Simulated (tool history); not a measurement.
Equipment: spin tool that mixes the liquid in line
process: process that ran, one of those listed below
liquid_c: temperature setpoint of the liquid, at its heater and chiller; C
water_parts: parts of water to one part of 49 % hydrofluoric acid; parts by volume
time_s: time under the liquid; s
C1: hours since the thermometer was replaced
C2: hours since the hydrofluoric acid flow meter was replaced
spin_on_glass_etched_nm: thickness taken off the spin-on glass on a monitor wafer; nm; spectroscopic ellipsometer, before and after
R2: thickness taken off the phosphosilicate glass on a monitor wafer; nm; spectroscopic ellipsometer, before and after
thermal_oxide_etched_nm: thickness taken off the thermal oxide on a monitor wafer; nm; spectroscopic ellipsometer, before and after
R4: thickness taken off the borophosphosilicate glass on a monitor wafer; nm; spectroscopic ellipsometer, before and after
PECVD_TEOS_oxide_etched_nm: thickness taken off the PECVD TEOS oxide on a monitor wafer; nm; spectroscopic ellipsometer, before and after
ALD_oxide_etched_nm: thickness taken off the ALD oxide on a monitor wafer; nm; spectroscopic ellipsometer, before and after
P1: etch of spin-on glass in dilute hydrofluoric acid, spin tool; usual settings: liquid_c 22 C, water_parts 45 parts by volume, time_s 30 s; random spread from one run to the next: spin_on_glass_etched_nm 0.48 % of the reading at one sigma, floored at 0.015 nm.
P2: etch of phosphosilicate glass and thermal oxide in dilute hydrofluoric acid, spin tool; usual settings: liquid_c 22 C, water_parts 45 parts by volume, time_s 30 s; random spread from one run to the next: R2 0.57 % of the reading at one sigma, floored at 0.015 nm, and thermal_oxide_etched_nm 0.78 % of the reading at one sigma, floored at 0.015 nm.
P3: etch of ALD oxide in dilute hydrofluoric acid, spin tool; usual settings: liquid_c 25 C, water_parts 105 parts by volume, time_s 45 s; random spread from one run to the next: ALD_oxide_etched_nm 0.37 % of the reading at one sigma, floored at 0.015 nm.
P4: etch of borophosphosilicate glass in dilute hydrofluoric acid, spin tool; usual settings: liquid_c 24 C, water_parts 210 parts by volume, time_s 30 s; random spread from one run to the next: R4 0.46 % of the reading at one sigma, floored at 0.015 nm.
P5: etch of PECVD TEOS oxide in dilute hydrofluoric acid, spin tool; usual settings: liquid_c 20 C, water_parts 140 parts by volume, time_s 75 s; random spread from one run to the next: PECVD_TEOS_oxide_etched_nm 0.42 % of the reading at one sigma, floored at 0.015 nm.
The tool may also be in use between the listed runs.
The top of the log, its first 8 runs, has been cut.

{"run": 9, "hour": 114.9, "process": "P2", "liquid_c": 22, "water_parts": 45, "time_s": 15, "C1": 589.1, "C2": 1441.7, "R2": 39.87, "thermal_oxide_etched_nm": 1.4148}
{"run": 10, "hour": 128.5, "process": "P4", "liquid_c": 24, "water_parts": 375, "time_s": 30, "C1": 602.7, "C2": 1455.3, "R4": 2.9909}
{"run": 11, "hour": 142.1, "process": "P2", "liquid_c": 22, "water_parts": 45, "time_s": 30, "C1": 616.3, "C2": 1468.9, "R2": 79.345, "thermal_oxide_etched_nm": 2.8598}
{"run": 12, "hour": 153.0, "process": "P1", "liquid_c": 22, "water_parts": 65, "time_s": 30, "C1": 627.2, "C2": 1479.8, "spin_on_glass_etched_nm": 13.322}
{"run": 13, "hour": 171.6, "process": "P1", "liquid_c": 22, "water_parts": 45, "time_s": 30, "C1": 645.8, "C2": 1498.4, "spin_on_glass_etched_nm": 19.581}
{"run": 14, "hour": 180.0, "process": "P2", "liquid_c": 17, "water_parts": 45, "time_s": 30, "C1": 654.2, "C2": 1506.8, "R2": 64.74, "thermal_oxide_etched_nm": 2.3065}
{"run": 15, "hour": 195.5, "process": "P4", "liquid_c": 18.5, "water_parts": 210, "time_s": 30, "C1": 669.7, "C2": 1522.3, "R4": 5.1672}
{"run": 16, "hour": 207.4, "process": "P1", "liquid_c": 28, "water_parts": 45, "time_s": 30, "C1": 681.6, "C2": 1534.2, "spin_on_glass_etched_nm": 25.144}
{"run": 17, "hour": 217.4, "process": "P5", "liquid_c": 17, "water_parts": 140, "time_s": 75, "C1": 691.6, "C2": 1544.2, "PECVD_TEOS_oxide_etched_nm": 5.982}
{"run": 18, "hour": 235.9, "process": "P4", "liquid_c": 24, "water_parts": 210, "time_s": 55, "C1": 710.1, "C2": 1562.7, "R4": 11.513}
{"run": 19, "hour": 250.1, "process": "P1", "liquid_c": 17, "water_parts": 45, "time_s": 30, "C1": 724.3, "C2": 1576.9, "spin_on_glass_etched_nm": 15.781}
{"run": 20, "hour": 261.2, "process": "P1", "liquid_c": 22, "water_parts": 45, "time_s": 15, "C1": 735.4, "C2": 1588, "spin_on_glass_etched_nm": 9.777}
{"run": 21, "hour": 274.3, "process": "P3", "liquid_c": 25, "water_parts": 105, "time_s": 45, "C1": 748.5, "C2": 1601.1, "ALD_oxide_etched_nm": 7.6498}
{"run": 22, "hour": 285.1, "process": "P5", "liquid_c": 20, "water_parts": 140, "time_s": 150, "C1": 759.3, "C2": 1611.9, "PECVD_TEOS_oxide_etched_nm": 13.44}
{"run": 23, "hour": 295.5, "process": "P3", "liquid_c": 25, "water_parts": 105, "time_s": 25, "C1": 769.7, "C2": 1622.3, "ALD_oxide_etched_nm": 4.212}
{"run": 24, "hour": 314.0, "process": "P3", "liquid_c": 20.5, "water_parts": 105, "time_s": 45, "C1": 788.2, "C2": 1640.8, "ALD_oxide_etched_nm": 6.3664}
{"run": 25, "hour": 325.5, "process": "P1", "liquid_c": 22, "water_parts": 45, "time_s": 55, "C1": 799.7, "C2": 1652.3, "spin_on_glass_etched_nm": 36.012}
{"run": 26, "hour": 335.2, "process": "P4", "liquid_c": 24, "water_parts": 210, "time_s": 30, "C1": 809.4, "C2": 1662, "R4": 6.3165}
{"run": 27, "hour": 344.0, "process": "P1", "liquid_c": 22, "water_parts": 45, "time_s": 30, "C1": 818.2, "C2": 1670.8, "spin_on_glass_etched_nm": 19.822}
{"run": 28, "hour": 358.1, "process": "P1", "liquid_c": 29.5, "water_parts": 45, "time_s": 15, "C1": 832.3, "C2": 1684.9, "spin_on_glass_etched_nm": 13.393}
{"run": 29, "hour": 374.9, "process": "P5", "liquid_c": 20, "water_parts": 140, "time_s": 75, "C1": 849.1, "C2": 1701.7, "PECVD_TEOS_oxide_etched_nm": 6.689}
{"run": 30, "hour": 389.2, "process": "P5", "liquid_c": 20, "water_parts": 30, "time_s": 75, "C1": 863.4, "C2": 1716, "PECVD_TEOS_oxide_etched_nm": 35.679}
{"run": 31, "hour": 406.5, "process": "P3", "liquid_c": 25, "water_parts": 70, "time_s": 45, "C1": 880.7, "C2": 1733.3, "ALD_oxide_etched_nm": 11.986}

For run 32, what comes out?
{"run": 32, "hour": 417.9, "process": "P1", "liquid_c": 22, "water_parts": 45, "time_s": 30, "C1": 892.1, "C2": 1744.7, "spin_on_glass_etched_nm": "?"}

{"run 32": {"spin_on_glass_etched_nm": 19.517}}
